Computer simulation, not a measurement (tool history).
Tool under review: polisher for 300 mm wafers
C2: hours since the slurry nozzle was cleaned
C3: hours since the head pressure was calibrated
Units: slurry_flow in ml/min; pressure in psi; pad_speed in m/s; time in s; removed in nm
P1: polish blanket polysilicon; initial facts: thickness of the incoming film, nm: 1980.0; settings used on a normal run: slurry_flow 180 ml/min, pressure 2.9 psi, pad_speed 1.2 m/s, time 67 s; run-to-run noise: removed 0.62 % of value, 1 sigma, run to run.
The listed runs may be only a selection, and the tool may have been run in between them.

{"run": 1, "hour": 8.5, "slurry_flow": 180, "pressure": 2.9, "pad_speed": 1.2, "time": 67, "wafers polished on this pad": 252, "C2": 144.9, "C3": 209.7, "removed": 860.4}
{"run": 2, "hour": 13.1, "slurry_flow": 180, "pressure": 1.6, "pad_speed": 1.2, "time": 67, "wafers polished on this pad": 314, "C2": 149.5, "C3": 214.3, "removed": 476.54}
{"run": 3, "hour": 19.8, "slurry_flow": 135, "pressure": 2.9, "pad_speed": 1.2, "time": 88, "wafers polished on this pad": 404, "C2": 156.2, "C3": 221, "removed": 1089.2}
{"run": 4, "hour": 28.6, "slurry_flow": 180, "pressure": 4.4, "pad_speed": 1.2, "time": 67, "wafers polished on this pad": 523, "C2": 165, "C3": 229.8, "removed": 1313.2}
{"run": 5, "hour": 37.2, "slurry_flow": 180, "pressure": 2.9, "pad_speed": 1.2, "time": 84, "wafers polished on this pad": 638, "C2": 173.6, "C3": 238.4, "removed": 1067.3}
{"run": 6, "hour": 43.4, "slurry_flow": 180, "pressure": 2.9, "pad_speed": 1.2, "time": 67, "wafers polished on this pad": 722, "C2": 179.8, "C3": 244.6, "removed": 854.63}
{"run": 7, "hour": 50.4, "slurry_flow": 180, "pressure": 2.9, "pad_speed": 1.2, "time": 67, "wafers polished on this pad": 816, "C2": 186.8, "C3": 251.6, "removed": 857.53}
{"run": 8, "hour": 56.7, "slurry_flow": 110, "pressure": 2.9, "pad_speed": 1.2, "time": 67, "wafers polished on this pad": 901, "C2": 193.1, "C3": 257.9, "removed": 783.94}
{"run": 9, "hour": 63.3, "slurry_flow": 180, "pressure": 2.9, "pad_speed": 1.2, "time": 67, "wafers polished on this pad": 990, "C2": 199.7, "C3": 264.5, "removed": 862.77}
{"run": 10, "hour": 68.6, "slurry_flow": 270, "pressure": 2.9, "pad_speed": 1.2, "time": 67, "wafers polished on this pad": 1061, "C2": 205, "C3": 269.8, "removed": 908.65}
{"run": 11, "hour": 74.8, "slurry_flow": 180, "pressure": 2.9, "pad_speed": 0.54, "time": 67, "wafers polished on this pad": 1145, "C2": 211.2, "C3": 276, "removed": 392.61}
{"run": 12, "hour": 82.8, "slurry_flow": 180, "pressure": 2.9, "pad_speed": 1.2, "time": 67, "wafers polished on this pad": 1253, "C2": 219.2, "C3": 284, "removed": 855.08}
{"run": 13, "hour": 91.4, "slurry_flow": 180, "pressure": 1.8, "pad_speed": 1.56, "time": 67, "wafers polished on this pad": 1368, "C2": 227.8, "C3": 292.6, "removed": 692.16}
{"run": 14, "hour": 98.8, "slurry_flow": 180, "pressure": 2.9, "pad_speed": 1.86, "time": 67, "wafers polished on this pad": 1468, "C2": 235.2, "C3": 300, "removed": 1334.6}
{"run": 15, "hour": 105.9, "slurry_flow": 230, "pressure": 4.4, "pad_speed": 1.2, "time": 67, "wafers polished on this pad": 1564, "C2": 242.3, "C3": 307.1, "removed": 1357.2}
{"run": 16, "hour": 113.3, "slurry_flow": 180, "pressure": 2.9, "pad_speed": 1.2, "time": 32, "wafers polished on this pad": 1663, "C2": 249.7, "C3": 314.5, "removed": 410.3}
{"run": 17, "hour": 119.8, "slurry_flow": 180, "pressure": 2.9, "pad_speed": 1.2, "time": 67, "wafers polished on this pad": 1751, "C2": 256.2, "C3": 321, "removed": 859.15}

Forecast run 18:
{"run": 18, "hour": 124.2, "slurry_flow": 180, "pressure": 2.9, "pad_speed": 1.2, "time": 67, "wafers polished on this pad": 1810, "C2": 260.6, "C3": 325.4, "removed": "?"}

{"run 18": {"removed": 849.74}}
